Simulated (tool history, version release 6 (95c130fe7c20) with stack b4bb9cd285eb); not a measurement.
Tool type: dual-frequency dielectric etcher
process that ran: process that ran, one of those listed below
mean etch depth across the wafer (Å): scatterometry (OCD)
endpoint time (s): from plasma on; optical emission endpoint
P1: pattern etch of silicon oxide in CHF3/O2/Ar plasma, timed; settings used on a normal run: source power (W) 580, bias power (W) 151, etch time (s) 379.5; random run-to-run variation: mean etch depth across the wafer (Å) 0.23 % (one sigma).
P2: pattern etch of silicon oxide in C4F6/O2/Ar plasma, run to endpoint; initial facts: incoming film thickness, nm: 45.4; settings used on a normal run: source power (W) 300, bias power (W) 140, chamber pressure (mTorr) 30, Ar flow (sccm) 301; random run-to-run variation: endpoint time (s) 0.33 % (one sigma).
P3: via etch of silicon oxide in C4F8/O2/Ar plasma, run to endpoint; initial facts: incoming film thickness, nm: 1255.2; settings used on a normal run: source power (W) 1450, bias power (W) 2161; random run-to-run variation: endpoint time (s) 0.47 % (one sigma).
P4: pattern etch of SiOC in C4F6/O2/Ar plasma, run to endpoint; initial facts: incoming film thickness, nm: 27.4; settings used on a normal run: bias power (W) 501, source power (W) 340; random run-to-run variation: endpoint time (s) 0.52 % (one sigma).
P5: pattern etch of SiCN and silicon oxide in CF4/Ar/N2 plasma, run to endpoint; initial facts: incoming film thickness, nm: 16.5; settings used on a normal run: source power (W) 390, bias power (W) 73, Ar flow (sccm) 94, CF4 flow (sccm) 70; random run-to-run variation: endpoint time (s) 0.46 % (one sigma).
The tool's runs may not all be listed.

| run | hour | process that ran | source power (W) | bias power (W) | etch time (s) | chamber pressure (mTorr) | Ar flow (sccm) | CF4 flow (sccm) | hours since the last wet clean | hours since the last source power generator calibration | hours since the last bias power generator calibration | mean etch depth across the wafer (Å) | endpoint time (s) |
|---|---|---|---|---|---|---|---|---|---|---|---|---|---|
| 1 | 10.9 | P1 | 580 | 151 | 379.5 |  |  |  | 337.5 | 1522.3 | 538.4 | 6861.2 |  |
| 2 | 18.8 | P3 | 1450 | 2161 |  |  |  |  | 345.4 | 1530.2 | 546.3 |  | 285.11 |
| 3 | 28.6 | P4 | 340 | 501 |  |  |  |  | 355.2 | 1540 | 556.1 |  | 9.4138 |
| 4 | 38.9 | P2 | 300 | 140 |  | 30 | 301 |  | 365.5 | 1550.3 | 566.4 |  | 17.063 |
| 5 | 45.9 | P4 | 460 | 501 |  |  |  |  | 372.5 | 1557.3 | 573.4 |  | 8.4572 |
| 6 | 59.2 | P2 | 210 | 140 |  | 30 | 301 |  | 385.8 | 1570.6 | 586.7 |  | 19.611 |
| 7 | 66.1 | P1 | 580 | 151 | 379.5 |  |  |  | 392.7 | 1577.5 | 593.6 | 6876.2 |  |
| 8 | 74.7 | P1 | 580 | 96 | 247.5 |  |  |  | 401.3 | 1586.1 | 602.2 | 3896.4 |  |
| 9 | 83.4 | P1 | 580 | 151 | 379.5 |  |  |  | 410 | 1594.8 | 610.9 | 6894.4 |  |
| 10 | 90.8 | P2 | 300 | 92 |  | 30 | 301 |  | 417.4 | 1602.2 | 618.3 |  | 19.27 |
| 11 | 103.5 | P4 | 340 | 672 |  |  |  |  | 430.1 | 1614.9 | 631 |  | 8.4375 |
| 12 | 113.6 | P3 | 1450 | 1388 |  |  |  |  | 440.2 | 1625 | 641.1 |  | 323.48 |
| 13 | 125 | P1 | 710 | 151 | 379.5 |  |  |  | 451.6 | 1636.4 | 652.5 | 7433.9 |  |
| 14 | 135.2 | P1 | 580 | 151 | 564.5 |  |  |  | 461.8 | 1646.6 | 662.7 | 10213 |  |
| 15 | 142.5 | P5 | 390 | 73 |  |  | 73 | 70 | 469.1 | 1653.9 | 670 |  | 20.725 |
| 16 | 154.2 | P2 | 300 | 140 |  | 30 | 190 |  | 480.8 | 1665.6 | 681.7 |  | 16.24 |
| 17 | 163.9 | P5 | 520 | 73 |  |  | 94 | 70 | 490.5 | 1675.3 | 691.4 |  | 16.568 |
| 18 | 170.8 | P5 | 390 | 73 |  |  | 94 | 70 | 497.4 | 1682.2 | 698.3 |  | 21.411 |
| 19 | 178.3 | P1 | 580 | 151 | 379.5 |  |  |  | 504.9 | 1689.7 | 705.8 | 6878.6 |  |
| 20 | 191.8 | P1 | 580 | 99 | 379.5 |  |  |  | 518.4 | 1703.2 | 719.3 | 6034.9 |  |
| 21 | 205.6 | P1 | 580 | 151 | 379.5 |  |  |  | 532.2 | 1717 | 733.1 | 6888 |  |
| 22 | 218.2 | P5 | 390 | 73 |  |  | 94 | 52 | 544.8 | 1729.6 | 745.7 |  | 22.393 |
| 23 | 227.9 | P1 | 580 | 193 | 379.5 |  |  |  | 554.5 | 1739.3 | 755.4 | 7453.8 |  |
| 24 | 236.2 | P1 | 580 | 151 | 379.5 |  |  |  | 562.8 | 1747.6 | 763.7 | 6895.5 |  |
| 25 | 244.2 | P3 | 950 | 2161 |  |  |  |  | 570.8 | 1755.6 | 771.7 |  | 337.21 |
| 26 | 257.1 | P2 | 300 | 140 |  | 39.5 | 301 |  | 583.7 | 1768.5 | 784.6 |  | 17.554 |
| 27 | 269.3 | P5 | 390 | 52 |  |  | 94 | 70 | 595.9 | 1780.7 | 796.8 |  | 24.106 |
| 28 | 277.7 | P1 | 580 | 151 | 379.5 |  |  |  | 604.3 | 1789.1 | 805.2 | 6862.7 |  |
| 29 | 289 | P1 | 470 | 151 | 379.5 |  |  |  | 615.6 | 1800.4 | 816.5 | 6348.5 |  |
| 30 | 300.3 | P1 | 580 | 151 | 240.5 |  |  |  | 626.9 | 1811.7 | 827.8 | 4368.9 |  |
| 31 | 312.7 | P1 | 580 | 151 | 379.5 |  |  |  | 639.3 | 1824.1 | 840.2 | 6829.8 |  |
| 32 | 319.1 | P1 | 580 | 151 | 379.5 |  |  |  | 645.7 | 1830.5 | 846.6 | 6840.8 |  |
| 33 | 326.6 | P1 | 580 | 151 | 379.5 |  |  |  | 653.2 | 1838 | 854.1 | 6821.6 |  |
| 34 | 338.1 | P1 | 580 | 151 | 379.5 |  |  |  | 664.7 | 1849.5 | 865.6 | 6782.1 |  |
| 35 | 347.6 | P1 | 580 | 151 | 379.5 |  |  |  | 674.2 | 1859 | 875.1 | 6789.8 |  |
| 36 | 354.5 | P1 | 580 | 151 | 379.5 |  |  |  | 681.1 | 1865.9 | 882 | 6781 |  |
|  | 362.5 | wet clean of the chamber |
| 37 | 363.7 | P1 | 580 | 151 | 379.5 |  |  |  | 1.3 | 1875.1 | 891.2 | 6774.1 |  |
| 38 | 376 | P1 | 580 | 151 | 379.5 |  |  |  | 13.6 | 1887.4 | 903.5 | 6800.6 |  |
| 39 | 384.1 | P1 | 580 | 151 | 379.5 |  |  |  | 21.7 | 1895.5 | 911.6 | 6748.9 |  |

Run 40 is up next; what results do you expect?
| 40 | 397.9 | P1 | 580 | 151 | 379.5 |  |  |  | 35.5 | 1909.3 | 925.4 | ? |  |

{"run 40": {"mean etch depth across the wafer (Å)": 6777.6}}
